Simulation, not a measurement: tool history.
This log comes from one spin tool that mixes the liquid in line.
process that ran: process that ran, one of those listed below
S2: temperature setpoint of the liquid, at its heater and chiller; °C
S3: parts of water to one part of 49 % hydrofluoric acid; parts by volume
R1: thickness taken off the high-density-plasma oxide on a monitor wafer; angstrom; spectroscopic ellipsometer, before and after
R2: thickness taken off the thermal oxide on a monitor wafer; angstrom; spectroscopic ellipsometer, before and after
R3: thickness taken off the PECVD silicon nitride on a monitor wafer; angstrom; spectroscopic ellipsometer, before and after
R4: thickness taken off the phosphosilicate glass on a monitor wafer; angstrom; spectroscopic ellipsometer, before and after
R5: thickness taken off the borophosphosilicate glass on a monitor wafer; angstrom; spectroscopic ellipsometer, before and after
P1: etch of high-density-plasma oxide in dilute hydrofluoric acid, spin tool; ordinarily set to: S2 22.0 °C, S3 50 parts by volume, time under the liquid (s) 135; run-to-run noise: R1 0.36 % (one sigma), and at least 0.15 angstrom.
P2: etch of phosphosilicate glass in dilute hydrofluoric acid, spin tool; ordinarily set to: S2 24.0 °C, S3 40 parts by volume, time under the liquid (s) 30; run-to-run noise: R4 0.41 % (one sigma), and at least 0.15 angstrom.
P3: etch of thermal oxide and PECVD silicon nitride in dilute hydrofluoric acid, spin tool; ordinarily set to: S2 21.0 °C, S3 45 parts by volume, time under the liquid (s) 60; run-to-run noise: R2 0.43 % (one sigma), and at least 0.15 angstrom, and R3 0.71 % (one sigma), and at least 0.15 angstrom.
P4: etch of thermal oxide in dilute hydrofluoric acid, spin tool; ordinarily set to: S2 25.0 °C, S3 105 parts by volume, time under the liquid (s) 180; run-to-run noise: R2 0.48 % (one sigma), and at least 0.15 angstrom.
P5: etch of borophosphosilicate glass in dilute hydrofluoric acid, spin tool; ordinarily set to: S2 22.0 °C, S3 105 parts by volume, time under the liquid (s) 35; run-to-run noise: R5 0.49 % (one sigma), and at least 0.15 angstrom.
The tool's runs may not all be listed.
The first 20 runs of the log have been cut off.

Run 21, hour 274.0: process that ran P1, S2 22.0 °C, S3 20 parts by volume, time under the liquid (s) 135. Result: R1 424.870 angstrom.
Run 22, hour 284.5: process that ran P1, S2 22.0 °C, S3 50 parts by volume, time under the liquid (s) 65. Result: R1 78.669 angstrom.
Run 23, hour 299.4: process that ran P2, S2 24.0 °C, S3 40 parts by volume, time under the liquid (s) 30. Result: R4 1502.30 angstrom.
Run 24, hour 315.5: process that ran P1, S2 22.0 °C, S3 70 parts by volume, time under the liquid (s) 135. Result: R1 114.950 angstrom.
Run 25, hour 324.0: process that ran P2, S2 31.0 °C, S3 40 parts by volume, time under the liquid (s) 30. Result: R4 1999.70 angstrom.
Run 26, hour 337.6: process that ran P1, S2 22.0 °C, S3 70 parts by volume, time under the liquid (s) 215. Result: R1 182.300 angstrom.
Run 27, hour 354.0: process that ran P5, S2 22.0 °C, S3 105 parts by volume, time under the liquid (s) 35. Result: R5 84.673 angstrom.
Run 28, hour 367.2: process that ran P4, S2 25.0 °C, S3 105 parts by volume, time under the liquid (s) 180. Result: R2 77.764 angstrom.
Run 29, hour 383.6: process that ran P5, S2 22.0 °C, S3 40 parts by volume, time under the liquid (s) 35. Result: R5 240.550 angstrom.

What will run 30 give?
Run 30, hour 400.5: process that ran P1, S2 22.0 °C, S3 50 parts by volume, time under the liquid (s) 135. Result: R1 ?.

{"run 30": {"R1": 163.64}}
